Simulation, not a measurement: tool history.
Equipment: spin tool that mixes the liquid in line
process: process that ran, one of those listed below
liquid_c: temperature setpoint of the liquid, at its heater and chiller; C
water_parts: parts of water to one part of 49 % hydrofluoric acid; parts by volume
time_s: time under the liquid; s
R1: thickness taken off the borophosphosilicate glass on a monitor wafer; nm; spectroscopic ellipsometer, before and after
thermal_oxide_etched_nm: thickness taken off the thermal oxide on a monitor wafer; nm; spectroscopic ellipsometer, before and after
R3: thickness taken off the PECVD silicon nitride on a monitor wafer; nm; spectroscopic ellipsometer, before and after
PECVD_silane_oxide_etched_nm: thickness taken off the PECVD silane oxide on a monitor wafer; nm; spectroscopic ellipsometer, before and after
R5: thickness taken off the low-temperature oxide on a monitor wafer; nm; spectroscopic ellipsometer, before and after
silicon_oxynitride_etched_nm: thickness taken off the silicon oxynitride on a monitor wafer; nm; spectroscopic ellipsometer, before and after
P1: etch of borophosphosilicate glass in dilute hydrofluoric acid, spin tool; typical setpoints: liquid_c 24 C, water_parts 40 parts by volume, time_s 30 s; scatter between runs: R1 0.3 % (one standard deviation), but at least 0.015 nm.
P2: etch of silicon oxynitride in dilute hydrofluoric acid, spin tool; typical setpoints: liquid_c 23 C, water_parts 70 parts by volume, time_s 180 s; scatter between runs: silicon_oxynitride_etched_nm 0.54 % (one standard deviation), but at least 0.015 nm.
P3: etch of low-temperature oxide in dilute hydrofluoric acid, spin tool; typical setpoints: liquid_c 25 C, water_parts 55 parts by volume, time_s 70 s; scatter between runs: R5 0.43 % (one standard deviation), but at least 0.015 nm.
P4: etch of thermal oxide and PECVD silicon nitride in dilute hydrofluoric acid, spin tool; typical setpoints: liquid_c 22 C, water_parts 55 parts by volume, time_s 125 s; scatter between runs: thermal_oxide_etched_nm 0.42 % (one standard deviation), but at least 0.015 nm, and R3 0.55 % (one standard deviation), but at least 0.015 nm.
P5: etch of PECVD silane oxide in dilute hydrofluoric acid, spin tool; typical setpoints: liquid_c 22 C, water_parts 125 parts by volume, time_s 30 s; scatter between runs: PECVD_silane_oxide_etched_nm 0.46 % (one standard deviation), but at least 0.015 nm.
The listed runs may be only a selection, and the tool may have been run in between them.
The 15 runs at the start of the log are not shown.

{"run": 16, "day": 4.012, "process": "P2", "liquid_c": 23, "water_parts": 70, "time_s": 85, "silicon_oxynitride_etched_nm": 2.7026}
{"run": 17, "day": 4.3, "process": "P2", "liquid_c": 23, "water_parts": 40, "time_s": 180, "silicon_oxynitride_etched_nm": 10.342}
{"run": 18, "day": 4.583, "process": "P4", "liquid_c": 30, "water_parts": 55, "time_s": 125, "thermal_oxide_etched_nm": 13.865, "R3": 9.381}
{"run": 19, "day": 4.754, "process": "P1", "liquid_c": 20, "water_parts": 40, "time_s": 50, "R1": 60.985}
{"run": 20, "day": 5.067, "process": "P5", "liquid_c": 22, "water_parts": 125, "time_s": 15, "PECVD_silane_oxide_etched_nm": 4.0456}
{"run": 21, "day": 5.358, "process": "P1", "liquid_c": 19, "water_parts": 40, "time_s": 30, "R1": 35.356}
{"run": 22, "day": 5.571, "process": "P3", "liquid_c": 33, "water_parts": 55, "time_s": 70, "R5": 20.052}
{"run": 23, "day": 5.892, "process": "P5", "liquid_c": 22, "water_parts": 125, "time_s": 30, "PECVD_silane_oxide_etched_nm": 8.177}
{"run": 24, "day": 6.183, "process": "P1", "liquid_c": 30, "water_parts": 40, "time_s": 30, "R1": 55.582}
{"day": 6.238, "done": "hydrofluoric acid flow meter replaced"}
{"run": 25, "day": 6.388, "process": "P1", "liquid_c": 24, "water_parts": 40, "time_s": 30, "R1": 43.497}
{"run": 26, "day": 6.746, "process": "P5", "liquid_c": 22, "water_parts": 65, "time_s": 30, "PECVD_silane_oxide_etched_nm": 16.762}
{"run": 27, "day": 7.112, "process": "P3", "liquid_c": 25, "water_parts": 55, "time_s": 70, "R5": 14.506}
{"run": 28, "day": 7.325, "process": "P3", "liquid_c": 25, "water_parts": 20, "time_s": 70, "R5": 41.846}

Run 29 has not been measured yet. What should we expect?
{"run": 29, "day": 7.504, "process": "P2", "liquid_c": 18.5, "water_parts": 70, "time_s": 180, "silicon_oxynitride_etched_nm": "?"}

Run 29 measured silicon_oxynitride_etched_nm 4.6009 nm.

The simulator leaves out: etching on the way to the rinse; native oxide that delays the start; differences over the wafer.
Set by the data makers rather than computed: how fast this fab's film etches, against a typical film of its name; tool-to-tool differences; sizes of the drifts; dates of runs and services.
